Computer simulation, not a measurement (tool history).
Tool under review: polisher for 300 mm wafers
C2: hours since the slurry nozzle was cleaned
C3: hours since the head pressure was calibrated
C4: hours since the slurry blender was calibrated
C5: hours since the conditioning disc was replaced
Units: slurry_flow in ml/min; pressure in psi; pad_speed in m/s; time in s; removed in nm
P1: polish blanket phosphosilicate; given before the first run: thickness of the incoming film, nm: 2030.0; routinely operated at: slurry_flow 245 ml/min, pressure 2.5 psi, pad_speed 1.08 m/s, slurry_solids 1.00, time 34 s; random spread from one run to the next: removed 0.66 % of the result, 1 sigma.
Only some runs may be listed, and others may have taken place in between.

{"run": 1, "day": 0.158, "slurry_flow": 245, "pressure": 2.5, "pad_speed": 1.08, "slurry_solids": 1.0, "time": 34, "wafers polished on this pad": 423, "C2": 122.5, "C3": 548.2, "C4": 145.4, "C5": 37.0, "removed": 247.58}
{"run": 2, "day": 0.292, "slurry_flow": 245, "pressure": 3.5, "pad_speed": 1.08, "slurry_solids": 1.0, "time": 34, "wafers polished on this pad": 456, "C2": 125.7, "C3": 551.4, "C4": 148.6, "C5": 40.2, "removed": 340.27}
{"run": 3, "day": 0.4, "slurry_flow": 245, "pressure": 2.5, "pad_speed": 1.44, "slurry_solids": 1.0, "time": 34, "wafers polished on this pad": 483, "C2": 128.3, "C3": 554.0, "C4": 151.2, "C5": 42.8, "removed": 303.56}
{"run": 4, "day": 0.6, "slurry_flow": 170, "pressure": 1.6, "pad_speed": 1.08, "slurry_solids": 1.0, "time": 34, "wafers polished on this pad": 532, "C2": 133.1, "C3": 558.8, "C4": 156.0, "C5": 47.6, "removed": 149.72}
{"run": 5, "day": 0.712, "slurry_flow": 245, "pressure": 1.5, "pad_speed": 1.08, "slurry_solids": 1.0, "time": 25, "wafers polished on this pad": 560, "C2": 135.8, "C3": 561.5, "C4": 158.7, "C5": 50.3, "removed": 107.45}
{"run": 6, "day": 0.904, "slurry_flow": 245, "pressure": 1.8, "pad_speed": 1.08, "slurry_solids": 1.0, "time": 34, "wafers polished on this pad": 607, "C2": 140.4, "C3": 566.1, "C4": 163.3, "C5": 54.9, "removed": 176.18}
{"run": 7, "day": 1.125, "slurry_flow": 245, "pressure": 2.5, "pad_speed": 1.08, "slurry_solids": 1.0, "time": 34, "wafers polished on this pad": 662, "C2": 145.7, "C3": 571.4, "C4": 168.6, "C5": 60.2, "removed": 245.48}
{"run": 8, "day": 1.246, "slurry_flow": 245, "pressure": 2.5, "pad_speed": 1.08, "slurry_solids": 1.3, "time": 34, "wafers polished on this pad": 692, "C2": 148.6, "C3": 574.3, "C4": 171.5, "C5": 63.1, "removed": 272.35}
{"run": 9, "day": 1.438, "slurry_flow": 385, "pressure": 2.5, "pad_speed": 1.08, "slurry_solids": 1.0, "time": 34, "wafers polished on this pad": 739, "C2": 153.2, "C3": 578.9, "C4": 176.1, "C5": 67.7, "removed": 253.22}
{"run": 10, "day": 1.638, "slurry_flow": 245, "pressure": 2.5, "pad_speed": 1.08, "slurry_solids": 1.0, "time": 34, "wafers polished on this pad": 789, "C2": 158.0, "C3": 583.7, "C4": 180.9, "C5": 72.5, "removed": 245.2}
{"run": 11, "day": 1.817, "slurry_flow": 245, "pressure": 2.5, "pad_speed": 1.08, "slurry_solids": 1.0, "time": 34, "wafers polished on this pad": 833, "C2": 162.3, "C3": 588.0, "C4": 185.2, "C5": 76.8, "removed": 244.76}
{"run": 12, "day": 1.962, "slurry_flow": 245, "pressure": 2.5, "pad_speed": 1.08, "slurry_solids": 1.0, "time": 34, "wafers polished on this pad": 869, "C2": 165.8, "C3": 591.5, "C4": 188.7, "C5": 80.3, "removed": 244.68}
{"run": 13, "day": 2.092, "slurry_flow": 145, "pressure": 2.5, "pad_speed": 1.08, "slurry_solids": 1.0, "time": 34, "wafers polished on this pad": 901, "C2": 168.9, "C3": 594.6, "C4": 191.8, "C5": 83.4, "removed": 225.7}
{"run": 14, "day": 2.304, "slurry_flow": 245, "pressure": 2.5, "pad_speed": 1.08, "slurry_solids": 0.55, "time": 34, "wafers polished on this pad": 953, "C2": 174.0, "C3": 599.7, "C4": 196.9, "C5": 88.5, "removed": 177.34}
{"run": 15, "day": 2.496, "slurry_flow": 245, "pressure": 2.5, "pad_speed": 1.08, "slurry_solids": 1.0, "time": 46, "wafers polished on this pad": 1001, "C2": 178.6, "C3": 604.3, "C4": 201.5, "C5": 93.1, "removed": 331.56}
{"run": 16, "day": 2.617, "slurry_flow": 245, "pressure": 1.1, "pad_speed": 1.08, "slurry_solids": 1.0, "time": 26, "wafers polished on this pad": 1030, "C2": 181.5, "C3": 607.2, "C4": 204.4, "C5": 96.0, "removed": 81.87}
{"run": 17, "day": 2.733, "slurry_flow": 245, "pressure": 2.5, "pad_speed": 1.08, "slurry_solids": 1.0, "time": 17, "wafers polished on this pad": 1059, "C2": 184.3, "C3": 610.0, "C4": 207.2, "C5": 98.8, "removed": 122.16}
{"run": 18, "day": 2.942, "slurry_flow": 245, "pressure": 2.5, "pad_speed": 1.08, "slurry_solids": 1.0, "time": 34, "wafers polished on this pad": 1111, "C2": 189.3, "C3": 615.0, "C4": 212.2, "C5": 103.8, "removed": 244.62}
{"run": 19, "day": 3.158, "slurry_flow": 245, "pressure": 2.5, "pad_speed": 0.48, "slurry_solids": 1.0, "time": 34, "wafers polished on this pad": 1164, "C2": 194.5, "C3": 620.2, "C4": 217.4, "C5": 109.0, "removed": 127.1}

Predict the results of run 20:
{"run": 20, "day": 3.371, "slurry_flow": 245, "pressure": 2.5, "pad_speed": 1.08, "slurry_solids": 1.0, "time": 34, "wafers polished on this pad": 1217, "C2": 199.6, "C3": 625.3, "C4": 222.5, "C5": 114.1, "removed": "?"}

{"run 20": {"removed": 243.07}}

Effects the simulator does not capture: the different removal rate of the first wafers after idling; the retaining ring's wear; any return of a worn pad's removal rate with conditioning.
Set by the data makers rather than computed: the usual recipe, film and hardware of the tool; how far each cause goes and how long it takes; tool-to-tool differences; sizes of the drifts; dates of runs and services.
